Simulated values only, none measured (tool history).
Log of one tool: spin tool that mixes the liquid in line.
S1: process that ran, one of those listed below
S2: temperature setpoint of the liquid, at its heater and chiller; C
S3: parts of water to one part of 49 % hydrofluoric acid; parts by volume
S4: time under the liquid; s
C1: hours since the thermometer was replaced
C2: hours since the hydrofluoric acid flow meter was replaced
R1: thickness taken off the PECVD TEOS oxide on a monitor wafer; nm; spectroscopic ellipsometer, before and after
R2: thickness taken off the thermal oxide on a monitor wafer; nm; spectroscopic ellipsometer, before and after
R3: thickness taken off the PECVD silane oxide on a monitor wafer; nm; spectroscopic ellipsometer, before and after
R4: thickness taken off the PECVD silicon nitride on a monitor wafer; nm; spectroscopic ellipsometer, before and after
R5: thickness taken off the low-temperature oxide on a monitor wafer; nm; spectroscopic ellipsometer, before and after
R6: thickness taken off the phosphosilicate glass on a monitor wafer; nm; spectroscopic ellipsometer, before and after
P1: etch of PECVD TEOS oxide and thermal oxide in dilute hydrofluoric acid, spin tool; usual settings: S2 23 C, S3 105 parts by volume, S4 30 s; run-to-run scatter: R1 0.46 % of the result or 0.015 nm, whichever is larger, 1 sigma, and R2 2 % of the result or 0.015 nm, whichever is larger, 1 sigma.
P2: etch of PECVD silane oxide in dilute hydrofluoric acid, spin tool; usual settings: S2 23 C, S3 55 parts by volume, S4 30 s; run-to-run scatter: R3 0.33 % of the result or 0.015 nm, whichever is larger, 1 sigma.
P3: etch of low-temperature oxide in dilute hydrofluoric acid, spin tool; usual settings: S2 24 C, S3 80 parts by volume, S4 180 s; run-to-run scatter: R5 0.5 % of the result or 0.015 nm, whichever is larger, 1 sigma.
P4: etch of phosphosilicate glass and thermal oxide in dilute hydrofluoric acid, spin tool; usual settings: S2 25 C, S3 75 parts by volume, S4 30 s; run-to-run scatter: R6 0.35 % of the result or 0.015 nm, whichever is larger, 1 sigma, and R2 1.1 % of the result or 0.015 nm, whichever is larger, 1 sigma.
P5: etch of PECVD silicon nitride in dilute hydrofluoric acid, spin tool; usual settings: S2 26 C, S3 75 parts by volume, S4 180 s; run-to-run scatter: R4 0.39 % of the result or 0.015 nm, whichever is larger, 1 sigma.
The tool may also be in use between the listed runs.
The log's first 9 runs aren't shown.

run,hour,S1,S2,S3,S4,C1,C2,R1,R2,R3,R4,R5,R6
10,50.1,P3,24,80,180,1487.6,906.6,,,,,24.328,
11,53.5,P1,23,105,30,1491,910,7.8057,1.3092,,,,
12,59,P4,17,75,30,1496.5,915.5,,1.5292,,,,37.03
13,63.6,P5,26,75,20,1501.1,920.1,,,,1.6375,,
14,69.2,P2,23,30,30,1506.7,925.7,,,31.479,,,
15,74.4,P4,25,75,15,1511.9,930.9,,1.0844,,,,25.639
16,79.3,P1,23,105,55,1516.8,935.8,14.242,2.4801,,,,
17,84.2,P3,24,110,180,1521.7,940.7,,,,,17.048,
18,88.9,P3,30.5,80,180,1526.4,945.4,,,,,31.221,
19,96,P4,25,75,30,1533.5,952.5,,2.1088,,,,51.143
20,102.3,P2,23,55,15,1539.8,958.8,,,8.3464,,,
21,107,P3,24,80,360,1544.5,963.5,,,,,48.564,

The next listed run, before its measurement:
22,112.7,P4,25,20,30,1550.2,969.2,,?,,,,?

Run 22 gave R2 8.476 nm, R6 208.49 nm.
